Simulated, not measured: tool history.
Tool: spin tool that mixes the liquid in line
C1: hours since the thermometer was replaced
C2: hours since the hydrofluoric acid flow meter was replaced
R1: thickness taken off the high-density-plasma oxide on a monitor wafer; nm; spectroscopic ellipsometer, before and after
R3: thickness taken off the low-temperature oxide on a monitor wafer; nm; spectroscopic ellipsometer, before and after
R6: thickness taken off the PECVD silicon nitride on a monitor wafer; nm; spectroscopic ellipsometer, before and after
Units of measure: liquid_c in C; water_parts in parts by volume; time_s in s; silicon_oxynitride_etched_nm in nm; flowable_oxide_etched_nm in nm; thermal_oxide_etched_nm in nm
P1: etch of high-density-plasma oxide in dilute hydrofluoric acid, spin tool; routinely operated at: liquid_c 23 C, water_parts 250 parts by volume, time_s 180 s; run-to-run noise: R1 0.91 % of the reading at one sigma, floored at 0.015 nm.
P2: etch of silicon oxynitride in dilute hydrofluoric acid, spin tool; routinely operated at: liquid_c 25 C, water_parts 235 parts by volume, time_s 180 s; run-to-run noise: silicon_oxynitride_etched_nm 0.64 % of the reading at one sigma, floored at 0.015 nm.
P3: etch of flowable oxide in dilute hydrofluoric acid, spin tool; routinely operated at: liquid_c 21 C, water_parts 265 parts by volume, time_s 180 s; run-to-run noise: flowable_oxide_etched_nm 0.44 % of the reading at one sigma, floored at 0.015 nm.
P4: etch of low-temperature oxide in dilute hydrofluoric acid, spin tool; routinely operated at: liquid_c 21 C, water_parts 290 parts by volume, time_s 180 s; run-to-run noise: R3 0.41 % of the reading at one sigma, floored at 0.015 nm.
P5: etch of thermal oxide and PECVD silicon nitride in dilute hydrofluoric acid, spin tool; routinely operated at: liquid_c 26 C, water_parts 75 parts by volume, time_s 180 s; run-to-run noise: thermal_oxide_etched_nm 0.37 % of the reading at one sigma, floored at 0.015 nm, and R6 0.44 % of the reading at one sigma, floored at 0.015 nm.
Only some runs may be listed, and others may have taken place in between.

run 1 hour=10.5 | process=P1 liquid_c=23 water_parts=250 time_s=180 | C1=1759.2 C2=407.3 | R1=3.0281
run 2 hour=24.5 | process=P2 liquid_c=25 water_parts=400 time_s=180 | C1=1773.2 C2=421.3 | silicon_oxynitride_etched_nm=1.8225
run 3 hour=34.4 | process=P4 liquid_c=21 water_parts=290 time_s=180 | C1=1783.1 C2=431.2 | R3=5.2405
run 4 hour=43.6 | process=P1 liquid_c=23 water_parts=250 time_s=180 | C1=1792.3 C2=440.4 | R1=3.0375
run 5 hour=55 | process=P2 liquid_c=32.5 water_parts=235 time_s=180 | C1=1803.7 C2=451.8 | silicon_oxynitride_etched_nm=4.6746
run 6 hour=65.8 | process=P1 liquid_c=23 water_parts=250 time_s=180 | C1=1814.5 C2=462.6 | R1=2.997
run 7 hour=75.1 | process=P1 liquid_c=23 water_parts=250 time_s=295 | C1=1823.8 C2=471.9 | R1=4.8971
run 8 hour=88.8 | process=P3 liquid_c=21 water_parts=265 time_s=305 | C1=1837.5 C2=485.6 | flowable_oxide_etched_nm=26.971
run 9 hour=104.8 | process=P3 liquid_c=21 water_parts=265 time_s=180 | C1=1853.5 C2=501.6 | flowable_oxide_etched_nm=15.948
run 10 hour=112.7 | process=P5 liquid_c=26 water_parts=75 time_s=30 | C1=1861.4 C2=509.5 | thermal_oxide_etched_nm=2.1085 R6=1.5359
run 11 hour=124.7 | process=P1 liquid_c=23 water_parts=415 time_s=180 | C1=1873.4 C2=521.5 | R1=1.5687
run 12 hour=141.7 | process=P4 liquid_c=29.5 water_parts=290 time_s=180 | C1=1890.4 C2=538.5 | R3=7.0225
run 13 hour=152.3 | process=P5 liquid_c=34 water_parts=75 time_s=180 | C1=1901 C2=549.1 | thermal_oxide_etched_nm=17.285 R6=15.703
run 14 hour=167 | process=P1 liquid_c=23 water_parts=250 time_s=180 | C1=1915.7 C2=563.8 | R1=2.9979
run 15 hour=177.9 | process=P5 liquid_c=26 water_parts=20 time_s=180 | C1=1926.6 C2=574.7 | thermal_oxide_etched_nm=51.979 R6=33.6
run 16 hour=195.6 | process=P1 liquid_c=30.5 water_parts=250 time_s=180 | C1=1944.3 C2=592.4 | R1=3.8877
run 17 hour=213 | process=P1 liquid_c=23 water_parts=250 time_s=55 | C1=1961.7 C2=609.8 | R1=0.8922
run 18 hour=228.1 | process=P4 liquid_c=21 water_parts=510 time_s=180 | C1=1976.8 C2=624.9 | R3=2.4753
run 19 hour=237.8 | process=P3 liquid_c=21 water_parts=265 time_s=180 | C1=1986.5 C2=634.6 | flowable_oxide_etched_nm=15.942
run 20 hour=246.9 | process=P3 liquid_c=21 water_parts=375 time_s=180 | C1=1995.6 C2=643.7 | flowable_oxide_etched_nm=10.215
run 21 hour=256.1 | process=P5 liquid_c=26 water_parts=75 time_s=180 | C1=2004.8 C2=652.9 | thermal_oxide_etched_nm=12.808 R6=9.4501
run 22 hour=265.5 | process=P1 liquid_c=19.5 water_parts=125 time_s=180 | C1=2014.2 C2=662.3 | R1=5.9345
run 23 hour=278 | process=P2 liquid_c=25 water_parts=235 time_s=180 | C1=2026.7 C2=674.8 | silicon_oxynitride_etched_nm=3.4637
run 24 hour=286.6 | process=P1 liquid_c=23 water_parts=85 time_s=180 | C1=2035.3 C2=683.4 | R1=10.435
run 25 hour=301.7 | process=P3 liquid_c=17 water_parts=265 time_s=180 | C1=2050.4 C2=698.5 | flowable_oxide_etched_nm=13.787
-- hour=309.7 thermometer replaced
run 26 hour=310.7 | process=P4 liquid_c=21 water_parts=290 time_s=180 | C1=1 C2=707.5 | R3=5.2175
run 27 hour=326.2 | process=P1 liquid_c=17 water_parts=370 time_s=180 | C1=16.5 C2=723 | R1=1.4534
run 28 hour=336 | process=P4 liquid_c=21 water_parts=290 time_s=80 | C1=26.3 C2=732.8 | R3=2.3159
run 29 hour=349.6 | process=P2 liquid_c=25 water_parts=235 time_s=85 | C1=39.9 C2=746.4 | silicon_oxynitride_etched_nm=1.6255
run 30 hour=363.6 | process=P1 liquid_c=17 water_parts=250 time_s=180 | C1=53.9 C2=760.4 | R1=2.4258
run 31 hour=381 | process=P1 liquid_c=23 water_parts=250 time_s=180 | C1=71.3 C2=777.8 | R1=3.0637
run 32 hour=390 | process=P1 liquid_c=23 water_parts=250 time_s=180 | C1=80.3 C2=786.8 | R1=2.9001
run 33 hour=404.6 | process=P1 liquid_c=23 water_parts=250 time_s=180 | C1=94.9 C2=801.4 | R1=2.957
run 34 hour=414.2 | process=P1 liquid_c=23 water_parts=250 time_s=180 | C1=104.5 C2=811 | R1=2.8437
run 35 hour=427.2 | process=P1 liquid_c=23 water_parts=250 time_s=180 | C1=117.5 C2=824 | R1=2.8195
run 36 hour=443.7 | process=P1 liquid_c=23 water_parts=250 time_s=180 | C1=134 C2=840.5 | R1=2.8023
run 37 hour=454.7 | process=P1 liquid_c=23 water_parts=250 time_s=180 | C1=145 C2=851.5 | R1=2.8682

Run 38, settings as shown, results not yet in. Your forecast:
run 38 hour=465.1 | process=P1 liquid_c=23 water_parts=250 time_s=180 | C1=155.4 C2=861.9 | R1=?

{"run 38": {"R1": 2.8057}}
